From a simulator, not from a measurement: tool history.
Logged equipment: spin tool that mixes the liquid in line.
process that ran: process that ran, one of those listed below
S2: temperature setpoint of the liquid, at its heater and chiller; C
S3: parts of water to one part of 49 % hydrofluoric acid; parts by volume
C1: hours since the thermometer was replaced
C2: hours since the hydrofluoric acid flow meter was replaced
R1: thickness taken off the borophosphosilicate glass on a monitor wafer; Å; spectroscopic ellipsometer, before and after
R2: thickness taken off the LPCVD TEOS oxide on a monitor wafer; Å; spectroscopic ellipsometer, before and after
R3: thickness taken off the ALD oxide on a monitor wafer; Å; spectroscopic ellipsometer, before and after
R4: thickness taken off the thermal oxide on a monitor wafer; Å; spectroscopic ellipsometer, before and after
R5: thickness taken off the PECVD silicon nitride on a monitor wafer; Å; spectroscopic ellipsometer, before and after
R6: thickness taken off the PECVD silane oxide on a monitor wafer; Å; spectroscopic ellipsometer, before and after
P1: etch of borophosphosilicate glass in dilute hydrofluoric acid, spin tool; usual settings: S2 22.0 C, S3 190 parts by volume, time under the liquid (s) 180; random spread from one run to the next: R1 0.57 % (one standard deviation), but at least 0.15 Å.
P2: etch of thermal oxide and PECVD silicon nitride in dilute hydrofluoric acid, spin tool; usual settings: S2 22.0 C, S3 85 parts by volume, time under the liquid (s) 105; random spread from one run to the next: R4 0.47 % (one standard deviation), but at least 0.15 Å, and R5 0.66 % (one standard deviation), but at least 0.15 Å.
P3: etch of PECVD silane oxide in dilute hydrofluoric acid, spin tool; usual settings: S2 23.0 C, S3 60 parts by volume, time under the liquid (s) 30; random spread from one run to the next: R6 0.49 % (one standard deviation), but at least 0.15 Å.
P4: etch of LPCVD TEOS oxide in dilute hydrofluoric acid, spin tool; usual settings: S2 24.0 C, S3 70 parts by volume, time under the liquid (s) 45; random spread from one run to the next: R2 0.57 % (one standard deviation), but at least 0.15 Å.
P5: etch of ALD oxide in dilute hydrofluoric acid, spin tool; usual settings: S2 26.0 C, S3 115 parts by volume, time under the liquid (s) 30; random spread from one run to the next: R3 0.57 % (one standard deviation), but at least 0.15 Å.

Run 1, hour 7.5: process that ran P1, S2 22.0 C, S3 190 parts by volume, time under the liquid (s) 180; C1 1872.4; C2 769.1. Result: R1 503.610 Å.
Run 2, hour 13.9: process that ran P4, S2 24.0 C, S3 70 parts by volume, time under the liquid (s) 45; C1 1878.8; C2 775.5. Result: R2 177.52 Å.
Run 3, hour 22.4: process that ran P5, S2 26.0 C, S3 115 parts by volume, time under the liquid (s) 30; C1 1887.3; C2 784.0. Result: R3 79.157 Å.
Run 4, hour 33.3: process that ran P2, S2 22.0 C, S3 150 parts by volume, time under the liquid (s) 105; C1 1898.2; C2 794.9. Result: R4 29.161 Å, R5 21.4830 Å.
Run 5, hour 44.0: process that ran P5, S2 26.0 C, S3 115 parts by volume, time under the liquid (s) 15; C1 1908.9; C2 805.6. Result: R3 39.043 Å.
Run 6, hour 51.2: process that ran P2, S2 18.0 C, S3 85 parts by volume, time under the liquid (s) 105; C1 1916.1; C2 812.8. Result: R4 46.586 Å, R5 28.4470 Å.
Run 7, hour 60.6: process that ran P5, S2 26.0 C, S3 165 parts by volume, time under the liquid (s) 30; C1 1925.5; C2 822.2. Result: R3 51.523 Å.
Run 8, hour 66.2: process that ran P1, S2 17.0 C, S3 190 parts by volume, time under the liquid (s) 180; C1 1931.1; C2 827.8. Result: R1 415.700 Å.
Run 9, hour 71.3: process that ran P3, S2 23.0 C, S3 110 parts by volume, time under the liquid (s) 30; C1 1936.2; C2 832.9. Result: R6 120.10 Å.
Run 10, hour 79.4: process that ran P1, S2 22.0 C, S3 190 parts by volume, time under the liquid (s) 25; C1 1944.3; C2 841.0. Result: R1 69.845 Å.
Run 11, hour 89.3: process that ran P1, S2 22.0 C, S3 190 parts by volume, time under the liquid (s) 325; C1 1954.2; C2 850.9. Result: R1 915.170 Å.
Run 12, hour 95.6: process that ran P3, S2 23.0 C, S3 60 parts by volume, time under the liquid (s) 30; C1 1960.5; C2 857.2. Result: R6 231.88 Å.
Run 13, hour 103.4: process that ran P4, S2 24.0 C, S3 70 parts by volume, time under the liquid (s) 45; C1 1968.3; C2 865.0. Result: R2 176.13 Å.
Run 14, hour 111.4: process that ran P3, S2 23.0 C, S3 60 parts by volume, time under the liquid (s) 15; C1 1976.3; C2 873.0. Result: R6 115.91 Å.
Run 15, hour 121.9: process that ran P1, S2 18.0 C, S3 275 parts by volume, time under the liquid (s) 180; C1 1986.8; C2 883.5. Result: R1 276.130 Å.
Run 16, hour 126.9: process that ran P3, S2 30.0 C, S3 60 parts by volume, time under the liquid (s) 30; C1 1991.8; C2 888.5. Result: R6 307.10 Å.
Run 17, hour 133.5: process that ran P1, S2 22.0 C, S3 190 parts by volume, time under the liquid (s) 180; C1 1998.4; C2 895.1. Result: R1 506.430 Å.
Run 18, hour 141.8: process that ran P4, S2 24.0 C, S3 70 parts by volume, time under the liquid (s) 80; C1 2006.7; C2 903.4. Result: R2 312.04 Å.
Run 19, hour 152.0: process that ran P2, S2 22.0 C, S3 85 parts by volume, time under the liquid (s) 25; C1 2016.9; C2 913.6. Result: R4 13.223 Å, R5 9.1299 Å.
Run 20, hour 162.0: process that ran P1, S2 22.0 C, S3 190 parts by volume, time under the liquid (s) 180; C1 2026.9; C2 923.6. Result: R1 504.120 Å.
Run 21, hour 168.7: process that ran P4, S2 24.0 C, S3 100 parts by volume, time under the liquid (s) 45; C1 2033.6; C2 930.3. Result: R2 119.68 Å.
Run 22, hour 173.7: process that ran P5, S2 20.5 C, S3 115 parts by volume, time under the liquid (s) 30; C1 2038.6; C2 935.3. Result: R3 63.402 Å.
Run 23, hour 182.0: process that ran P1, S2 29.5 C, S3 190 parts by volume, time under the liquid (s) 90; C1 2046.9; C2 943.6. Result: R1 330.070 Å.
Run 24, hour 189.5: process that ran P1, S2 26.0 C, S3 190 parts by volume, time under the liquid (s) 180; C1 2054.4; C2 951.1. Result: R1 585.590 Å.
Run 25, hour 195.1: process that ran P1, S2 22.0 C, S3 190 parts by volume, time under the liquid (s) 180; C1 2060.0; C2 956.7. Result: R1 504.740 Å.
Run 26, hour 201.6: process that ran P1, S2 22.0 C, S3 270 parts by volume, time under the liquid (s) 180; C1 2066.5; C2 963.2. Result: R1 326.840 Å.
Run 27, hour 207.2: process that ran P1, S2 22.0 C, S3 190 parts by volume, time under the liquid (s) 180; C1 2072.1; C2 968.8. Result: R1 501.740 Å.
Run 28, hour 214.8: process that ran P2, S2 22.0 C, S3 85 parts by volume, time under the liquid (s) 105; C1 2079.7; C2 976.4. Result: R4 55.411 Å, R5 37.3800 Å.

Expected results for the next run?
Run 29, hour 224.5: process that ran P1, S2 18.5 C, S3 80 parts by volume, time under the liquid (s) 180; C1 2089.4; C2 986.1. Result: R1 ?.

Run 29 produced R1 1174.700 Å.
